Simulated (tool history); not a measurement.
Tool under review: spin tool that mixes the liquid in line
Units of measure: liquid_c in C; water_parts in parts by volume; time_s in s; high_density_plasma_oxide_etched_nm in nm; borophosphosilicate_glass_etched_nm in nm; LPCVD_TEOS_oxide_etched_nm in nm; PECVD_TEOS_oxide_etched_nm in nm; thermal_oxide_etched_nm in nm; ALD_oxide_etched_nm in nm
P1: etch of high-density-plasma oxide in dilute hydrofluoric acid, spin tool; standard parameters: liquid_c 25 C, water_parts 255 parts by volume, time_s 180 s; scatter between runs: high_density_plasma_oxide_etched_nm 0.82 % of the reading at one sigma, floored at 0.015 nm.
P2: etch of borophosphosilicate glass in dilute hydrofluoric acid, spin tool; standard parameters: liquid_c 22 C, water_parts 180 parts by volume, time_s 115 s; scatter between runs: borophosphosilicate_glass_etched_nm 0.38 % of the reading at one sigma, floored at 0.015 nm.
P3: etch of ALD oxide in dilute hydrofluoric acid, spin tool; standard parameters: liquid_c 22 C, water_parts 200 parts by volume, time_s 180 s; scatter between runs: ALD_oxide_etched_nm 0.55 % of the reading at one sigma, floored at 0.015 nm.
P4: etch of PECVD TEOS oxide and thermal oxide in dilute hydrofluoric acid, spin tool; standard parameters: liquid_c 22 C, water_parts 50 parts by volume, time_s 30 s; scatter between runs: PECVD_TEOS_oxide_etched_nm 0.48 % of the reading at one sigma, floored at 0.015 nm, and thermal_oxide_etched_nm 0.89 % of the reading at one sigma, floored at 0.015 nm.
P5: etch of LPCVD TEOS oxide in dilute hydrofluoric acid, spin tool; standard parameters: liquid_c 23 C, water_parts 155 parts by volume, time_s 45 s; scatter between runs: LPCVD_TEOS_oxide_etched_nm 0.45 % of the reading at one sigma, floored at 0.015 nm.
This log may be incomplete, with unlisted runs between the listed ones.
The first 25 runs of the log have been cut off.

run	hour	process	liquid_c	water_parts	time_s	hours since the thermometer was replaced	hours since the hydrofluoric acid flow meter was replaced	high_density_plasma_oxide_etched_nm	borophosphosilicate_glass_etched_nm	LPCVD_TEOS_oxide_etched_nm	PECVD_TEOS_oxide_etched_nm	thermal_oxide_etched_nm	ALD_oxide_etched_nm
26	142.5	P1	25	255	180	43.5	1753.5	3.1368					
27	148.1	P1	25	255	180	49.1	1759.1	3.1596					
28	153.5	P1	25	255	345	54.5	1764.5	6.0358					
29	157.9	P1	25	150	180	58.9	1768.9	6.0353					
30	163.5	P4	22	50	15	64.5	1774.5				3.8485	1.3852	
31	167.5	P3	22	200	320	68.5	1778.5						19.517
32	171.7	P1	25	255	180	72.7	1782.7	3.159					
33	176.8	P1	25	255	180	77.8	1787.8	3.0306					
34	182.1	P1	25	255	180	83.1	1793.1	3.0212					

Run 35 has not been measured yet. What should we expect?
35	187.6	P1	25	255	180	88.6	1798.6	?					

{"run 35": {"high_density_plasma_oxide_etched_nm": 3.005}}
